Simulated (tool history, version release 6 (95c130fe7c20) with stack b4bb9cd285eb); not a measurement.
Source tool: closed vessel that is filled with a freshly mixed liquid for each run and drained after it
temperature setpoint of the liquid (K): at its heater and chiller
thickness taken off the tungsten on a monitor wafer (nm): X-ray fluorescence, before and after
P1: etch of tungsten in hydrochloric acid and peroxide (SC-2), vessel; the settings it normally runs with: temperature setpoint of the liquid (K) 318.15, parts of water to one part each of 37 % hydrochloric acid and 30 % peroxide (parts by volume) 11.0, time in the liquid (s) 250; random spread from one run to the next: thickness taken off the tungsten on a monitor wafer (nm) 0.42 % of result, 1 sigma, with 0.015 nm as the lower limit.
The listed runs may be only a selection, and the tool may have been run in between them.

run   hour  temperature setpoint of the liquid (K)  parts of water to one part each of 37 % hydrochloric acid and 30 % peroxide (parts by volume)  time in the liquid (s)  hours since the thermometer was replaced  hours since the chemicals flow meter was replaced  hours since the drum of peroxide was connected  thickness taken off the tungsten on a monitor wafer (nm)
  1    7.9                                  318.15                                                                                           11.0                     250                                    1612.5                                              552.2                                            67.4                                                   30.9520
  2   14.0                                  318.15                                                                                           11.0                     450                                    1618.6                                              558.3                                            73.5                                                   55.6200
  3   19.5                                  318.15                                                                                           18.0                     420                                    1624.1                                              563.8                                            79.0                                                   33.5590
  4   25.3                                  308.15                                                                                           11.0                     250                                    1629.9                                              569.6                                            84.8                                                   15.1880
  5   33.5                                  318.15                                                                                           11.0                      30                                    1638.1                                              577.8                                            93.0                                                    3.6593
  6   41.2                                  318.15                                                                                           11.0                     250                                    1645.8                                              585.5                                           100.7                                                   30.6370
  7   46.4                                  318.15                                                                                           18.0                     250                                    1651.0                                              590.7                                           105.9                                                   20.0680
  8   53.1                                  318.15                                                                                            4.0                     250                                    1657.7                                              597.4                                           112.6                                                   66.8290
  9   60.2                                  329.15                                                                                           11.0                     250                                    1664.8                                              604.5                                           119.7                                                   63.9660
 10   68.4                                  318.15                                                                                           11.0                     250                                    1673.0                                              612.7                                           127.9                                                   30.7190
 11   75.8                                  308.15                                                                                            5.5                     250                                    1680.4                                              620.1                                           135.3                                                   26.1080
 12   83.9                                  318.15                                                                                           11.0                     250                                    1688.5                                              628.2                                           143.4                                                   30.6650
 13   89.0                                  318.15                                                                                           14.5                     110                                    1693.6                                              633.3                                           148.5                                                   10.6490
 14   92.7                                  318.15                                                                                           11.0                     250                                    1697.3                                              637.0                                           152.2                                                   30.4550
 15  100.3                                  318.15                                                                                           11.0                     250                                    1704.9                                              644.6                                           159.8                                                   30.6640
 16  104.7                                  318.15                                                                                           11.0                     250                                    1709.3                                              649.0                                           164.2                                                   30.7850

For run 17, what comes out?
 17  108.4                                  318.15                                                                                           11.0                     250                                    1713.0                                              652.7                                           167.9                                                         ?

{"run 17": {"thickness taken off the tungsten on a monitor wafer (nm)": 31.443}}
